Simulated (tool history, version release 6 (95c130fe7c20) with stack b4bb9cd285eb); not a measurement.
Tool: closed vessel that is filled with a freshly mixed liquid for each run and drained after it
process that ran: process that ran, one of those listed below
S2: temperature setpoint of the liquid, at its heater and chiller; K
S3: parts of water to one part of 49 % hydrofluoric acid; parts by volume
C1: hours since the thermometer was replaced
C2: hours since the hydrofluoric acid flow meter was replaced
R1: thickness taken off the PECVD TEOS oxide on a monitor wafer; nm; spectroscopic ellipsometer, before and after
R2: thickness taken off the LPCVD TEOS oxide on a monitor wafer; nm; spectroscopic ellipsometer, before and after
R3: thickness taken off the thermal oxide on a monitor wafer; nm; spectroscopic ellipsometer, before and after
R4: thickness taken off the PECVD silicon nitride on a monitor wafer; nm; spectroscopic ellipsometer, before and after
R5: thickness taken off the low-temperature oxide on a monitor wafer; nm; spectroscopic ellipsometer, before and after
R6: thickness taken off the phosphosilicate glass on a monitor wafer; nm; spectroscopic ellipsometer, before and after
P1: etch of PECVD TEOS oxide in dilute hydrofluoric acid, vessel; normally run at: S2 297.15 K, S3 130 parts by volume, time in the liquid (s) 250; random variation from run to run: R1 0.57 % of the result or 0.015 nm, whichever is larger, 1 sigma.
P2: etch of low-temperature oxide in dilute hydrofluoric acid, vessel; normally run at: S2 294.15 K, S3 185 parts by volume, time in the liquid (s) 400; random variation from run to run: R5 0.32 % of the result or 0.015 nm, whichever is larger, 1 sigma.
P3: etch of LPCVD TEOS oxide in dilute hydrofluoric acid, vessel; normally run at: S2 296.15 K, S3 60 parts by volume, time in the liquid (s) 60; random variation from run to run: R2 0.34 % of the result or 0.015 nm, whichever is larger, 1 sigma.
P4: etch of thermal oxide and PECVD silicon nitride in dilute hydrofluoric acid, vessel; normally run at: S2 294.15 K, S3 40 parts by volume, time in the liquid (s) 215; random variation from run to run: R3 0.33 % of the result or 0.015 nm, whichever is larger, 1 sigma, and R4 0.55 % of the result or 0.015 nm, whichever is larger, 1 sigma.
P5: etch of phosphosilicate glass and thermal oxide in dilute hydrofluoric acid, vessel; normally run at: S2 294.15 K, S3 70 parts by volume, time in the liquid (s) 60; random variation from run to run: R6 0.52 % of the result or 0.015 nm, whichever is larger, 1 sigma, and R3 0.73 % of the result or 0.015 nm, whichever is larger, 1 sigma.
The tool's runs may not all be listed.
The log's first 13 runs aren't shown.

{"run": 14, "hour": 192.5, "process that ran": "P1", "S2": 297.15, "S3": 130, "time in the liquid (s)": 250, "C1": 308.8, "C2": 1101.4, "R1": 19.115}
{"run": 15, "hour": 209.5, "process that ran": "P5", "S2": 302.15, "S3": 70, "time in the liquid (s)": 60, "C1": 325.8, "C2": 1118.4, "R3": 5.18, "R6": 69.114}
{"run": 16, "hour": 218.2, "process that ran": "P1", "S2": 301.65, "S3": 130, "time in the liquid (s)": 250, "C1": 334.5, "C2": 1127.1, "R1": 22.495}
{"hour": 218.3, "done": "thermometer replaced"}
{"run": 17, "hour": 233.5, "process that ran": "P3", "S2": 296.15, "S3": 60, "time in the liquid (s)": 60, "C1": 15.3, "C2": 1142.4, "R2": 16.956}
{"run": 18, "hour": 245.9, "process that ran": "P1", "S2": 297.15, "S3": 30, "time in the liquid (s)": 250, "C1": 27.7, "C2": 1154.8, "R1": 94.006}
{"run": 19, "hour": 255.8, "process that ran": "P1", "S2": 291.15, "S3": 130, "time in the liquid (s)": 250, "C1": 37.6, "C2": 1164.7, "R1": 15.045}
{"run": 20, "hour": 270.5, "process that ran": "P1", "S2": 297.15, "S3": 130, "time in the liquid (s)": 250, "C1": 52.3, "C2": 1179.4, "R1": 19.045}
{"run": 21, "hour": 285.3, "process that ran": "P5", "S2": 294.15, "S3": 70, "time in the liquid (s)": 30, "C1": 67.1, "C2": 1194.2, "R3": 1.8819, "R6": 25.036}
{"run": 22, "hour": 300.4, "process that ran": "P4", "S2": 294.15, "S3": 60, "time in the liquid (s)": 215, "C1": 82.2, "C2": 1209.3, "R3": 15.982, "R4": 5.6082}
{"run": 23, "hour": 310.8, "process that ran": "P1", "S2": 292.65, "S3": 130, "time in the liquid (s)": 365, "C1": 92.6, "C2": 1219.7, "R1": 23.328}
{"run": 24, "hour": 323.7, "process that ran": "P3", "S2": 296.15, "S3": 95, "time in the liquid (s)": 60, "C1": 105.5, "C2": 1232.6, "R2": 10.33}
{"run": 25, "hour": 342.3, "process that ran": "P2", "S2": 294.15, "S3": 185, "time in the liquid (s)": 55, "C1": 124.1, "C2": 1251.2, "R5": 4.515}
{"run": 26, "hour": 355.7, "process that ran": "P4", "S2": 294.15, "S3": 40, "time in the liquid (s)": 80, "C1": 137.5, "C2": 1264.6, "R3": 9.0647, "R4": 3.1122}
{"run": 27, "hour": 364.4, "process that ran": "P1", "S2": 297.15, "S3": 130, "time in the liquid (s)": 250, "C1": 146.2, "C2": 1273.3, "R1": 19.179}
{"run": 28, "hour": 376.5, "process that ran": "P5", "S2": 294.15, "S3": 20, "time in the liquid (s)": 60, "C1": 158.3, "C2": 1285.4, "R3": 13.998, "R6": 186.26}
{"run": 29, "hour": 384.7, "process that ran": "P1", "S2": 297.15, "S3": 205, "time in the liquid (s)": 250, "C1": 166.5, "C2": 1293.6, "R1": 11.145}
{"run": 30, "hour": 397.0, "process that ran": "P4", "S2": 294.15, "S3": 40, "time in the liquid (s)": 215, "C1": 178.8, "C2": 1305.9, "R3": 24.298, "R4": 8.3772}
{"run": 31, "hour": 411.1, "process that ran": "P1", "S2": 297.15, "S3": 130, "time in the liquid (s)": 50, "C1": 192.9, "C2": 1320, "R1": 3.7549}

The next listed run, before its measurement:
{"run": 32, "hour": 420.9, "process that ran": "P4", "S2": 290.15, "S3": 40, "time in the liquid (s)": 215, "C1": 202.7, "C2": 1329.8, "R3": "?", "R4": "?"}

{"run 32": {"R3": 20.461, "R4": 6.2211}}
